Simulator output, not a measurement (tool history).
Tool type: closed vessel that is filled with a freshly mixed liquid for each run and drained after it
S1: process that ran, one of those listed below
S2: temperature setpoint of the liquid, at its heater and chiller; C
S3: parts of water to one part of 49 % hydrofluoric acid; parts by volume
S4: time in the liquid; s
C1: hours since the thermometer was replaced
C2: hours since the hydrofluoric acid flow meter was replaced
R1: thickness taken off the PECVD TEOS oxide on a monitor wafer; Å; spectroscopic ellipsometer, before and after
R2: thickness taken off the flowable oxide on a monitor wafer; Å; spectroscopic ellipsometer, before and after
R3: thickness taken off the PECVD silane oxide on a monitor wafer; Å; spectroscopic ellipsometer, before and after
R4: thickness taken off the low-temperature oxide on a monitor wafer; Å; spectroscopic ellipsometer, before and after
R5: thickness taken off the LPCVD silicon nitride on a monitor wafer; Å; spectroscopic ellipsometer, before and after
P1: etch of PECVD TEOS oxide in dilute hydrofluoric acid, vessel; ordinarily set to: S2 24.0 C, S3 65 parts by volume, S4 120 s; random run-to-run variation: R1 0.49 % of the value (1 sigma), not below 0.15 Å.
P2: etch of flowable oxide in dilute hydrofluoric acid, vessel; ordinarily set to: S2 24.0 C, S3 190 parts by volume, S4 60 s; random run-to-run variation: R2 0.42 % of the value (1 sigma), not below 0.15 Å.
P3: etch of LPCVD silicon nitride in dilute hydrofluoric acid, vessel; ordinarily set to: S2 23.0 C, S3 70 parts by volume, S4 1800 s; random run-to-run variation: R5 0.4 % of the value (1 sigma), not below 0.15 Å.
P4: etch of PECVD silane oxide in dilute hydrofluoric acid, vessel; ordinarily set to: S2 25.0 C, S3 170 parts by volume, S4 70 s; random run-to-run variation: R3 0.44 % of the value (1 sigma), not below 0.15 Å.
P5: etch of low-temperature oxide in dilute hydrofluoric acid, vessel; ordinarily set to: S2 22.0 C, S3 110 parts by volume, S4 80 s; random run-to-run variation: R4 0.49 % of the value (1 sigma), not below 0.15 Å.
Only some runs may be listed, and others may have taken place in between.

| run | hour | S1 | S2 | S3 | S4 | C1 | C2 | R1 | R2 | R3 | R4 | R5 |
|---|---|---|---|---|---|---|---|---|---|---|---|---|
| 1 | 6.5 | P1 | 24.0 | 65 | 120 | 1803.4 | 1802.3 | 166.140 |  |  |  |  |
| 2 | 11.5 | P1 | 24.0 | 20 | 120 | 1808.4 | 1807.3 | 576.760 |  |  |  |  |
| 3 | 18.2 | P1 | 24.0 | 65 | 120 | 1815.1 | 1814.0 | 166.480 |  |  |  |  |
| 4 | 21.7 | P2 | 24.0 | 190 | 95 | 1818.6 | 1817.5 |  | 185.590 |  |  |  |
| 5 | 25.1 | P1 | 24.0 | 115 | 120 | 1822.0 | 1820.9 | 87.731 |  |  |  |  |
| 6 | 29.1 | P1 | 19.0 | 65 | 175 | 1826.0 | 1824.9 | 197.580 |  |  |  |  |
| 7 | 35.2 | P1 | 20.0 | 65 | 120 | 1832.1 | 1831.0 | 141.420 |  |  |  |  |
| 8 | 39.6 | P4 | 25.0 | 30 | 70 | 1836.5 | 1835.4 |  |  | 445.390 |  |  |
| 9 | 46.7 | P4 | 25.0 | 170 | 35 | 1843.6 | 1842.5 |  |  | 32.709 |  |  |
| 10 | 53.4 | P2 | 24.0 | 345 | 60 | 1850.3 | 1849.2 |  | 55.641 |  |  |  |
| 11 | 57.4 | P1 | 24.0 | 30 | 40 | 1854.3 | 1853.2 | 125.000 |  |  |  |  |
| 12 | 61.4 | P5 | 22.0 | 25 | 80 | 1858.3 | 1857.2 |  |  |  | 1131.00 |  |
| 13 | 67.3 | P1 | 24.0 | 65 | 120 | 1864.2 | 1863.1 | 165.910 |  |  |  |  |
| 14 | 71.1 | P1 | 28.0 | 65 | 120 | 1868.0 | 1866.9 | 194.970 |  |  |  |  |
| 15 | 77.6 | P5 | 17.0 | 110 | 80 | 1874.5 | 1873.4 |  |  |  | 188.17 |  |
| 16 | 83.8 | P3 | 23.0 | 70 | 1800 | 1880.7 | 1879.6 |  |  |  |  | 107.84 |
| 17 | 90.4 | P1 | 24.0 | 65 | 120 | 1887.3 | 1886.2 | 166.800 |  |  |  |  |
| 18 | 96.4 | P3 | 23.0 | 30 | 1800 | 1893.3 | 1892.2 |  |  |  |  | 247.78 |
| 19 | 102.4 | P1 | 31.0 | 20 | 120 | 1899.3 | 1898.2 | 764.470 |  |  |  |  |
| 20 | 106.1 | P4 | 20.0 | 170 | 70 | 1903.0 | 1901.9 |  |  | 54.330 |  |  |
| 21 | 110.1 | P2 | 24.0 | 190 | 60 | 1907.0 | 1905.9 |  | 118.470 |  |  |  |
| 22 | 114.4 | P2 | 24.0 | 190 | 60 | 1911.3 | 1910.2 |  | 117.380 |  |  |  |
| 23 | 120.0 | P1 | 24.0 | 65 | 35 | 1916.9 | 1915.8 | 48.489 |  |  |  |  |
| 24 | 125.7 | P1 | 24.0 | 65 | 120 | 1922.6 | 1921.5 | 167.020 |  |  |  |  |
| 25 | 132.6 | P3 | 27.5 | 70 | 1800 | 1929.5 | 1928.4 |  |  |  |  | 145.34 |
| 26 | 136.1 | P4 | 25.0 | 170 | 70 | 1933.0 | 1931.9 |  |  | 66.286 |  |  |
| 27 | 140.4 | P2 | 17.0 | 190 | 60 | 1937.3 | 1936.2 |  | 89.714 |  |  |  |
| 28 | 145.6 | P5 | 22.0 | 110 | 140 | 1942.5 | 1941.4 |  |  |  | 403.71 |  |
| 29 | 151.1 | P1 | 24.0 | 65 | 120 | 1948.0 | 1946.9 | 166.500 |  |  |  |  |
| 30 | 157.6 | P3 | 23.0 | 70 | 3135 | 1954.5 | 1953.4 |  |  |  |  | 189.27 |
| 31 | 162.9 | P1 | 24.0 | 65 | 210 | 1959.8 | 1958.7 | 290.700 |  |  |  |  |
| 32 | 165.9 | P5 | 22.0 | 110 | 80 | 1962.8 | 1961.7 |  |  |  | 231.14 |  |
| 33 | 170.2 | P1 | 24.0 | 65 | 120 | 1967.1 | 1966.0 | 165.850 |  |  |  |  |
| 34 | 175.6 | P1 | 24.0 | 65 | 120 | 1972.5 | 1971.4 | 170.320 |  |  |  |  |
| 35 | 181.4 | P1 | 24.0 | 65 | 120 | 1978.3 | 1977.2 | 173.190 |  |  |  |  |
| 36 | 187.2 | P1 | 24.0 | 65 | 120 | 1984.1 | 1983.0 | 175.140 |  |  |  |  |
| 37 | 191.4 | P1 | 24.0 | 65 | 120 | 1988.3 | 1987.2 | 176.420 |  |  |  |  |
| 38 | 195.0 | P1 | 24.0 | 65 | 120 | 1991.9 | 1990.8 | 175.620 |  |  |  |  |
| 39 | 200.7 | P1 | 24.0 | 65 | 120 | 1997.6 | 1996.5 | 178.290 |  |  |  |  |
| 40 | 205.3 | P1 | 24.0 | 65 | 120 | 2002.2 | 2001.1 | 178.030 |  |  |  |  |
| 41 | 209.2 | P1 | 24.0 | 65 | 120 | 2006.1 | 2005.0 | 177.620 |  |  |  |  |
| 42 | 214.8 | P1 | 24.0 | 65 | 120 | 2011.7 | 2010.6 | 177.820 |  |  |  |  |
| 43 | 220.1 | P1 | 24.0 | 65 | 120 | 2017.0 | 2015.9 | 177.200 |  |  |  |  |
| 44 | 224.3 | P1 | 24.0 | 65 | 120 | 2021.2 | 2020.1 | 179.040 |  |  |  |  |

What P1 gives has crept off from where it sat before. The 2 causes that follow fit the log equally well, each at the size noted:
A: liquid hotter than its thermometer reads (K) = 1.72
B: hydrofluoric acid flow above the setpoint (%) = 6.62
The gradual shift began around hour 170.2.

Consider the 4 single-wafer check runs listed below, results given as question marks: which one distinguishes between the causes by giving clearly different results for each?
| check 1 | 228.5 | P3 | 27.5 | 70 | 1800 |  |  |  |  |  |  | ? |
| check 2 | 228.5 | P2 | 19.5 | 190 | 85 |  |  |  | ? |  |  |  |
| check 3 | 228.5 | P5 | 22.0 | 65 | 140 |  |  |  |  |  | ? |  |
| check 4 | 228.5 | P4 | 25.0 | 55 | 70 |  |  |  |  | ? |  |  |

If the cause were each of the candidates in turn, the checks would give the following:
| check | result | if A | if B |
|---|---|---|---|
| check 1 | R5 | 163.01 | 155.44 |
| check 2 | R2 | 149.780 | 151.160 |
| check 3 | R4 | 775.62 | 774.51 |
| check 4 | R3 | 251.420 | 251.210 |
Smallest distance between any two causes, each pair judged by its most separating result, in per cent: check 1 4.75 %; check 2 0.92 %; check 3 0.14 %; check 4 0.08 %
Of the check runs offered, only check 1 discriminates between the causes; the rest would read about the same regardless of which cause applies.

After running check 1, the following was obtained: R5 156.32 Å. Which cause does this point to?

The cause is B: hydrofluoric acid flow above the setpoint (%).
